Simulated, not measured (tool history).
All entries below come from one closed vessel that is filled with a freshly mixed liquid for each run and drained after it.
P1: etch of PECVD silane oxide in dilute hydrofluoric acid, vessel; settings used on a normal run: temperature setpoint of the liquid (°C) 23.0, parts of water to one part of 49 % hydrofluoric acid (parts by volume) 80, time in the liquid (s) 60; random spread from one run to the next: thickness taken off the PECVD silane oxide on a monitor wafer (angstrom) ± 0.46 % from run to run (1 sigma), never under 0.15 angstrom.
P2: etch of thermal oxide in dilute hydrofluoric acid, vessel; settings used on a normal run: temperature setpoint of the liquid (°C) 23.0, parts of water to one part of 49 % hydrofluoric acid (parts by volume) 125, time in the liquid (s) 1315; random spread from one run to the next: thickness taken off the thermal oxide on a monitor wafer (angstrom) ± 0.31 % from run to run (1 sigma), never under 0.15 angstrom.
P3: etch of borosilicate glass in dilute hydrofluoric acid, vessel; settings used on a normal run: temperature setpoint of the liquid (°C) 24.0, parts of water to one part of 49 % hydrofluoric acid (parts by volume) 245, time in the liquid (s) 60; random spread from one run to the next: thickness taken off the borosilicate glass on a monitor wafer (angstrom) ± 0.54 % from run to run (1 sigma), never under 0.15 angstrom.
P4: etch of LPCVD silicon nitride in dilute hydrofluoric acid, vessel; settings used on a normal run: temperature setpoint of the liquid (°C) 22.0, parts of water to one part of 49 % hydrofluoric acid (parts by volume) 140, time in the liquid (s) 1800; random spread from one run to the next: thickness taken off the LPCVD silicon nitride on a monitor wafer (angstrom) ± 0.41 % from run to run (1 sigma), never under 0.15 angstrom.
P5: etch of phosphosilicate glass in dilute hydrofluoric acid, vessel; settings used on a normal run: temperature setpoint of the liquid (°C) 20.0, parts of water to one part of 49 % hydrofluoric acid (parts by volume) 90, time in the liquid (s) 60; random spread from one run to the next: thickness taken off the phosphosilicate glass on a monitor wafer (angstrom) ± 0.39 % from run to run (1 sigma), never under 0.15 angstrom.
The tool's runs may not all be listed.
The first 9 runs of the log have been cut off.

run   hour  process that ran  temperature setpoint of the liquid (°C)  parts of water to one part of 49 % hydrofluoric acid (parts by volume)  time in the liquid (s)  hours since the thermometer was replaced  hours since the hydrofluoric acid flow meter was replaced  thickness taken off the PECVD silane oxide on a monitor wafer (angstrom)  thickness taken off the LPCVD silicon nitride on a monitor wafer (angstrom)  thickness taken off the phosphosilicate glass on a monitor wafer (angstrom)  thickness taken off the thermal oxide on a monitor wafer (angstrom)  thickness taken off the borosilicate glass on a monitor wafer (angstrom)
 10  101.8                P1                                     23.0                                                                      80                      60                                    1162.3                                                     1153.0                                                                    214.89
 11  111.6                P2                                     23.0                                                                     125                     220                                    1172.1                                                     1162.8                                                                                                                                                                                                                                                                                                   79.965
 12  123.8                P5                                     20.0                                                                      90                      60                                    1184.3                                                     1175.0                                                                                                                                                                                                                              762.96
 13  132.0                P4                                     29.5                                                                     140                    1800                                    1192.5                                                     1183.2                                                                                                                                                 88.089
     133.3  -- hydrofluoric acid flow meter replaced
 14  141.5                P2                                     23.0                                                                      40                    1315                                    1202.0                                                        8.2                                                                                                                                                                                                                                                                                                 1658.500
 15  150.3                P5                                     20.0                                                                      90                     100                                    1210.8                                                       17.0                                                                                                                                                                                                                             1279.40
 16  156.7                P3                                     24.0                                                                     245                      60                                    1217.2                                                       23.4                                                                                                                                                                                                                                                                                                                                                                             45.946
 17  166.2                P1                                     23.0                                                                      80                      60                                    1226.7                                                       32.9                                                                    212.78
 18  177.5                P1                                     29.5                                                                     110                      60                                    1238.0                                                       44.2                                                                    193.35
 19  184.2                P1                                     23.0                                                                     130                      60                                    1244.7                                                       50.9                                                                    124.26
 20  192.4                P1                                     23.0                                                                      25                      60                                    1252.9                                                       59.1                                                                    742.19
 21  200.1                P4                                     22.0                                                                     140                    1800                                    1260.6                                                       66.8                                                                                                                                                 54.283
 22  207.7                P1                                     23.0                                                                      80                      60                                    1268.2                                                       74.4                                                                    215.50
 23  216.7                P3                                     24.0                                                                     245                     115                                    1277.2                                                       83.4                                                                                                                                                                                                                                                                                                                                                                             88.633
 24  223.1                P3                                     24.0                                                                      90                      60                                    1283.6                                                       89.8                                                                                                                                                                                                                                                                                                                                                                            148.570
 25  235.7                P3                                     24.0                                                                     245                      60                                    1296.2                                                      102.4                                                                                                                                                                                                                                                                                                                                                                             46.339
 26  247.7                P1                                     23.0                                                                      80                      95                                    1308.2                                                      114.4                                                                    339.90
 27  254.7                P5                                     27.0                                                                      90                      60                                    1315.2                                                      121.4                                                                                                                                                                                                                             1011.60

Run 28 comes next. What will it give?
 28  262.8                P2                                     17.5                                                                     125                    1315                                    1323.3                                                      129.5                                                                                                                                                                                                                                                                                                        ?

Run 28 measured thickness taken off the thermal oxide on a monitor wafer (angstrom) 380.810.
